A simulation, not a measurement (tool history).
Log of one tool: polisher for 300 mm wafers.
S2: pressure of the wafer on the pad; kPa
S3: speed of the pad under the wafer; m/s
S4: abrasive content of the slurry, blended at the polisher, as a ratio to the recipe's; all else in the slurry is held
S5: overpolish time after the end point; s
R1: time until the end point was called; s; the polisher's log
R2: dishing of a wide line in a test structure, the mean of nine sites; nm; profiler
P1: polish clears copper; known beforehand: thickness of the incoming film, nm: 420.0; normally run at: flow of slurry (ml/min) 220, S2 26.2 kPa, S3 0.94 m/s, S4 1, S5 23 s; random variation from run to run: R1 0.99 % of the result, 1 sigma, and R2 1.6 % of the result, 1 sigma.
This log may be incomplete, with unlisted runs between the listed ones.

Run 1, hour 7.4: flow of slurry (ml/min) 220, S2 26.2 kPa, S3 0.94 m/s, S4 1, S5 23 s. Result: R1 130.81 s, R2 48.628 nm.
Run 2, hour 22.2: flow of slurry (ml/min) 220, S2 26.2 kPa, S3 0.94 m/s, S4 1, S5 23 s. Result: R1 134.36 s, R2 50.009 nm.
Run 3, hour 29.2: flow of slurry (ml/min) 220, S2 26.2 kPa, S3 0.94 m/s, S4 1, S5 23 s. Result: R1 134.14 s, R2 49.541 nm.
At hour 34.1: head pressure recalibrated.
Run 4, hour 37.8: flow of slurry (ml/min) 130, S2 26.2 kPa, S3 0.94 m/s, S4 1, S5 23 s. Result: R1 149.24 s, R2 45.845 nm.
Run 5, hour 50.3: flow of slurry (ml/min) 220, S2 35.2 kPa, S3 0.94 m/s, S4 1, S5 23 s. Result: R1 99.799 s, R2 62.524 nm.
Run 6, hour 60: flow of slurry (ml/min) 220, S2 26.2 kPa, S3 1.48 m/s, S4 1, S5 23 s. Result: R1 85.226 s, R2 73.17 nm.
Run 7, hour 71.5: flow of slurry (ml/min) 220, S2 26.2 kPa, S3 0.94 m/s, S4 1, S5 47 s. Result: R1 135.64 s, R2 90.312 nm.
Run 8, hour 78.6: flow of slurry (ml/min) 220, S2 40 kPa, S3 0.94 m/s, S4 1.2, S5 23 s. Result: R1 85.939 s, R2 74.82 nm.
Run 9, hour 90.5: flow of slurry (ml/min) 220, S2 26.2 kPa, S3 0.42 m/s, S4 1, S5 23 s. Result: R1 303.31 s, R2 23.2 nm.
Run 10, hour 103.7: flow of slurry (ml/min) 220, S2 32.4 kPa, S3 0.94 m/s, S4 0.65, S5 23 s. Result: R1 119.55 s, R2 55.412 nm.
At hour 110.7: slurry blender recalibrated.
Run 11, hour 119.3: flow of slurry (ml/min) 220, S2 17.9 kPa, S3 0.94 m/s, S4 1, S5 23 s. Result: R1 194.66 s, R2 33.875 nm.
Run 12, hour 134.6: flow of slurry (ml/min) 220, S2 26.2 kPa, S3 0.94 m/s, S4 1, S5 7 s. Result: R1 135.79 s, R2 16.728 nm.
Run 13, hour 143.1: flow of slurry (ml/min) 220, S2 26.2 kPa, S3 0.94 m/s, S4 0.7, S5 23 s. Result: R1 142.71 s, R2 46.778 nm.
Run 14, hour 150.2: flow of slurry (ml/min) 290, S2 26.2 kPa, S3 0.94 m/s, S4 1, S5 23 s. Result: R1 129.84 s, R2 50.53 nm.
Run 15, hour 161.3: flow of slurry (ml/min) 220, S2 26.2 kPa, S3 0.94 m/s, S4 1, S5 23 s. Result: R1 134.37 s, R2 49.174 nm.
Run 16, hour 172: flow of slurry (ml/min) 220, S2 26.2 kPa, S3 0.94 m/s, S4 1, S5 23 s. Result: R1 135.24 s, R2 49.293 nm.
Run 17, hour 180.8: flow of slurry (ml/min) 220, S2 26.2 kPa, S3 0.94 m/s, S4 1, S5 23 s. Result: R1 133.93 s, R2 48.39 nm.
Run 18, hour 195.9: flow of slurry (ml/min) 220, S2 26.2 kPa, S3 0.94 m/s, S4 1.3, S5 23 s. Result: R1 129.72 s, R2 51.472 nm.
Run 19, hour 204.4: flow of slurry (ml/min) 220, S2 26.2 kPa, S3 0.94 m/s, S4 1, S5 23 s. Result: R1 135.95 s, R2 49.224 nm.
Run 20, hour 220.2: flow of slurry (ml/min) 220, S2 26.2 kPa, S3 0.94 m/s, S4 1, S5 23 s. Result: R1 136.48 s, R2 50.435 nm.
Run 21, hour 234.4: flow of slurry (ml/min) 220, S2 26.2 kPa, S3 0.94 m/s, S4 1, S5 23 s. Result: R1 140.64 s, R2 48.437 nm.

What will run 22 give?
Run 22, hour 247.2: flow of slurry (ml/min) 220, S2 26.2 kPa, S3 0.94 m/s, S4 1, S5 23 s. Result: R1 ?, R2 ?.

Run 22 measured R1 138.94 s, R2 47.226 nm.
